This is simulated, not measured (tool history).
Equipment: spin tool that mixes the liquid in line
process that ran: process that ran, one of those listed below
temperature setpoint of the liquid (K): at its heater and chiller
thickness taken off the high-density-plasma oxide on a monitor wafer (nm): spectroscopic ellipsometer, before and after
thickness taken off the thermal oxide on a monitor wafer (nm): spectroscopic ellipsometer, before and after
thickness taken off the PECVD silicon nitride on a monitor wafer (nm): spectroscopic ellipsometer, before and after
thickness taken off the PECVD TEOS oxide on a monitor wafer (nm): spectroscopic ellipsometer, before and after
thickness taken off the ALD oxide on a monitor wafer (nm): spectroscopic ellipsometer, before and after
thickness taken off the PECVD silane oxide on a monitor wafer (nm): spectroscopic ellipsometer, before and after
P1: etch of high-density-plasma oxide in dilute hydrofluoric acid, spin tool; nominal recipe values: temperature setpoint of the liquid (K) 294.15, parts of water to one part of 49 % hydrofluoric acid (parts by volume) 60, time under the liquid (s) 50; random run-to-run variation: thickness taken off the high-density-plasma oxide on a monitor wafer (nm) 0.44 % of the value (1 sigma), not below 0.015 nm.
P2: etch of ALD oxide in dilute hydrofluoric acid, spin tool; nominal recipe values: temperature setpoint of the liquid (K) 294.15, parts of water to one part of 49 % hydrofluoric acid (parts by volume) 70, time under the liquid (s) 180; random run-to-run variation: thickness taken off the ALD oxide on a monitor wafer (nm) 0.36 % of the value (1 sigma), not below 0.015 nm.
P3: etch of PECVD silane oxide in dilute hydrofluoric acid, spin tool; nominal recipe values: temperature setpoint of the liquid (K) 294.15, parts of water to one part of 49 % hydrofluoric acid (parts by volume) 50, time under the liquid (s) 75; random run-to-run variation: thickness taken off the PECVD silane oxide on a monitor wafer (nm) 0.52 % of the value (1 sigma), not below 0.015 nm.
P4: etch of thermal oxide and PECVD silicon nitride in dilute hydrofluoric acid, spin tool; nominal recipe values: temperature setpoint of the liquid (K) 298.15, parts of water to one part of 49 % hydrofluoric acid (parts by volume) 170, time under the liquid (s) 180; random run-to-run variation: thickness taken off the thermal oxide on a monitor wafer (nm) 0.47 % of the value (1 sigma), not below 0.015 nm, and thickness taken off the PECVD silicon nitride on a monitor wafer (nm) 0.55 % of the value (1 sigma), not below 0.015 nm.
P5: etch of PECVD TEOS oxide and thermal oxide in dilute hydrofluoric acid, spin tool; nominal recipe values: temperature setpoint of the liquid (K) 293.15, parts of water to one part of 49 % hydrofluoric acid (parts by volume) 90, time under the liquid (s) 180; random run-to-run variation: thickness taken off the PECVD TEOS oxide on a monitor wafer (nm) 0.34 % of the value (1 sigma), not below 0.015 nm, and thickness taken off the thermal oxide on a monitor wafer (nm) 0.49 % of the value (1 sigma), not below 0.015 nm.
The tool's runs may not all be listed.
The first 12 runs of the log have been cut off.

run,hour,process that ran,temperature setpoint of the liquid (K),parts of water to one part of 49 % hydrofluoric acid (parts by volume),time under the liquid (s),hours since the thermometer was replaced,hours since the hydrofluoric acid flow meter was replaced,thickness taken off the high-density-plasma oxide on a monitor wafer (nm),thickness taken off the thermal oxide on a monitor wafer (nm),thickness taken off the PECVD silicon nitride on a monitor wafer (nm),thickness taken off the PECVD TEOS oxide on a monitor wafer (nm),thickness taken off the ALD oxide on a monitor wafer (nm),thickness taken off the PECVD silane oxide on a monitor wafer (nm)
13,198.6,P4,298.15,170,180,442.9,754.9,,4.4885,6.5502,,,
14,208.4,P1,297.65,60,90,452.7,764.7,10.5290,,,,,
15,226.3,P3,294.15,85,75,470.6,782.6,,,,,,22.017
16,241.2,P4,298.15,245,180,485.5,797.5,,2.8750,4.5885,,,
17,257.5,P5,293.15,90,25,501.8,813.8,,1.1861,,2.9367,,
18,273.4,P3,294.15,50,75,517.7,829.7,,,,,,39.237
19,290.5,P2,294.15,70,180,534.8,846.8,,,,,22.897,
20,299.2,P1,290.15,20,50,543.5,855.5,13.4400,,,,,
21,317.3,P4,304.15,170,180,561.6,873.6,,5.5938,9.5199,,,
22,325.6,P1,294.15,60,50,569.9,881.9,5.1158,,,,,
23,339.0,P1,290.15,60,50,583.3,895.3,4.2571,,,,,
24,350.1,P1,294.15,110,50,594.4,906.4,2.6092,,,,,
25,359.4,P1,294.15,60,50,603.7,915.7,5.0994,,,,,
26,369.3,P1,294.15,20,50,613.6,925.6,15.8850,,,,,

Run 27 has not been measured yet. What should we expect?
27,386.6,P5,298.15,90,180,630.9,942.9,,?,,?,,

{"run 27": {"thickness taken off the thermal oxide on a monitor wafer (nm)": 10.206, "thickness taken off the PECVD TEOS oxide on a monitor wafer (nm)": 25.461}}
